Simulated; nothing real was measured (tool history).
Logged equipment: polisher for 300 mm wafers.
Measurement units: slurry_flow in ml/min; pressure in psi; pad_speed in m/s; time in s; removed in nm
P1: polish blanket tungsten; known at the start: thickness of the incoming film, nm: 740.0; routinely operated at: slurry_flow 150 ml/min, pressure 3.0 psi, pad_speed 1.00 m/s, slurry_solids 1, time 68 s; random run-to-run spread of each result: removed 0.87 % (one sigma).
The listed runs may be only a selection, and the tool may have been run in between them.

{"run": 1, "hour": 6.9, "slurry_flow": 150, "pressure": 3.0, "pad_speed": 1.0, "slurry_solids": 1, "time": 68, "removed": 270.5}
{"run": 2, "hour": 11.8, "slurry_flow": 90, "pressure": 3.0, "pad_speed": 1.54, "slurry_solids": 1, "time": 68, "removed": 379.02}
{"run": 3, "hour": 17.3, "slurry_flow": 150, "pressure": 3.0, "pad_speed": 1.0, "slurry_solids": 1, "time": 105, "removed": 422.45}
{"run": 4, "hour": 20.8, "slurry_flow": 150, "pressure": 3.0, "pad_speed": 1.0, "slurry_solids": 1, "time": 68, "removed": 274.11}
{"run": 5, "hour": 28.6, "slurry_flow": 150, "pressure": 3.0, "pad_speed": 1.0, "slurry_solids": 1, "time": 68, "removed": 271.43}
{"run": 6, "hour": 36.2, "slurry_flow": 150, "pressure": 3.0, "pad_speed": 1.0, "slurry_solids": 1, "time": 37, "removed": 150.15}
{"hour": 38.0, "done": "slurry tank refilled with fresh slurry and peroxide"}
{"run": 7, "hour": 41.6, "slurry_flow": 150, "pressure": 4.4, "pad_speed": 1.0, "slurry_solids": 1, "time": 68, "removed": 402.68}
{"run": 8, "hour": 45.6, "slurry_flow": 150, "pressure": 3.0, "pad_speed": 1.52, "slurry_solids": 1, "time": 68, "removed": 418.04}
{"run": 9, "hour": 52.8, "slurry_flow": 150, "pressure": 1.9, "pad_speed": 1.0, "slurry_solids": 1, "time": 68, "removed": 174.38}
{"run": 10, "hour": 59.5, "slurry_flow": 150, "pressure": 3.0, "pad_speed": 1.0, "slurry_solids": 1, "time": 68, "removed": 271.28}
{"run": 11, "hour": 66.5, "slurry_flow": 220, "pressure": 3.0, "pad_speed": 1.0, "slurry_solids": 1, "time": 68, "removed": 286.6}
{"run": 12, "hour": 73.9, "slurry_flow": 150, "pressure": 3.0, "pad_speed": 0.7, "slurry_solids": 1, "time": 68, "removed": 190.44}
{"run": 13, "hour": 79.3, "slurry_flow": 150, "pressure": 1.6, "pad_speed": 1.4, "slurry_solids": 1, "time": 68, "removed": 206.72}

The next listed run, before its measurement:
{"run": 14, "hour": 83.0, "slurry_flow": 90, "pressure": 3.0, "pad_speed": 1.0, "slurry_solids": 1, "time": 68, "removed": "?"}

{"run 14": {"removed": 247.97}}
